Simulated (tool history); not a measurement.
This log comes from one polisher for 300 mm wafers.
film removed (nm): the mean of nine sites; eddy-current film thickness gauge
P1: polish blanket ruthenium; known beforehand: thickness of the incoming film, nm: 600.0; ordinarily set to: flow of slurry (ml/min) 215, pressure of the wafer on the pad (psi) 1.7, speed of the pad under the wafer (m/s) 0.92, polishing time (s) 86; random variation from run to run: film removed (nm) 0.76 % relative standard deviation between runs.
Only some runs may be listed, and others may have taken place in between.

run	hour	flow of slurry (ml/min)	pressure of the wafer on the pad (psi)	speed of the pad under the wafer (m/s)	polishing time (s)	wafers polished on this pad	hours since the slurry nozzle was cleaned	hours since the head pressure was calibrated	film removed (nm)
1	5.8	215	1.7	0.92	86	785	171.7	47.2	63.745
2	10.5	215	1.7	0.92	86	832	176.4	51.9	63.213
# hour 13.7: head pressure recalibrated
3	14.3	215	1.7	0.92	86	870	180.2	0.6	63.842
4	22.7	275	1.7	0.92	86	953	188.6	9	64.921
# hour 24.7: slurry nozzle cleaned
# hour 25.6: worn pad replaced by a new one
5	27.8	300	1.7	0.92	62	22	3.2	14.1	47.747
6	33.3	215	2.6	0.92	86	76	8.7	19.6	98.736
7	40.2	215	1.7	1.4	112	145	15.6	26.5	126.12
8	46.2	130	1.7	0.92	86	205	21.6	32.5	58.743
9	52.9	215	1.7	0.92	134	271	28.3	39.2	99.859
10	58.4	215	1.7	1.46	86	326	33.8	44.7	99.682
11	65.6	215	1.7	0.92	86	398	41	51.9	64.355
12	71.5	215	1.7	0.92	43	457	46.9	57.8	31.842
13	76.4	215	0.8	0.92	86	505	51.8	62.7	30.241
14	80.9	215	1.7	0.92	86	550	56.3	67.2	63.794
15	89.3	215	1.7	0.56	86	634	64.7	75.6	38.872
16	93.6	215	0.8	0.92	53	676	69	79.9	18.521
17	98.4	215	1.7	0.92	86	724	73.8	84.7	63.934
18	103.8	215	1.7	0.92	86	778	79.2	90.1	63.632
19	110.2	215	1.7	0.92	86	842	85.6	96.5	62.734
20	116.7	215	1.7	0.92	86	906	92.1	103	62.067
21	123.8	215	1.7	0.92	86	977	99.2	110.1	61.194
22	127.8	215	1.7	0.92	86	1017	103.2	114.1	62.25
23	132.8	215	1.7	0.92	86	1067	108.2	119.1	61.086
24	139.4	215	1.7	0.92	86	1132	114.8	125.7	61.943
# hour 145.8: worn pad replaced by a new one
25	147.4	215	1.7	0.92	86	16	122.8	133.7	60.995
26	155.6	215	1.7	0.92	86	98	131	141.9	60.794
27	163	215	1.7	0.92	86	172	138.4	149.3	60.52

What P1 gives has crept away from where it was. These 2 causes fit the log equally well, each at the size given:
A: head's pressure below its setpoint, % = 4.68
B: slurry flow missing at the pad, % = 28.2
The drift started at roughly hour 98.4.
The rest of the possible causes, and what rules out each one:
removal rate lost through wear of the pad, %: was serviced at hour 145.8, once the creep was under way, yet the earlier output never came back

Consider the 4 check runs below, whose results appear as question marks and each of which averages 5 wafers. Which one distinguishes the causes, in that each cause would give it a clearly different result?
check 1	170.4	215	1.7	1.42	49				?
check 2	170.4	215	2.3	0.92	133				?
check 3	170.4	215	0.9	0.92	46				?
check 4	170.4	130	0.9	0.92	86				?

What every check run would give for each of its results, assuming each possible cause in turn:
check	result	if A	if B
check 1	film removed (nm)	53.404	53.404
check 2	film removed (nm)	127.06	127.06
check 3	film removed (nm)	17.196	17.196
check 4	film removed (nm)	29.701	28.881
Gap, in per cent, between the two causes that each check separates least, read from the result that separates them most: check 1 0 %; check 2 0 %; check 3 0 %; check 4 2.8 %
Check 4 tells the causes apart: in the others they would give nearly the same result.

Check 4 has now been run. It gave: film removed (nm) 28.957. Which of the candidate causes is it?

It was cause B: slurry flow missing at the pad, %.

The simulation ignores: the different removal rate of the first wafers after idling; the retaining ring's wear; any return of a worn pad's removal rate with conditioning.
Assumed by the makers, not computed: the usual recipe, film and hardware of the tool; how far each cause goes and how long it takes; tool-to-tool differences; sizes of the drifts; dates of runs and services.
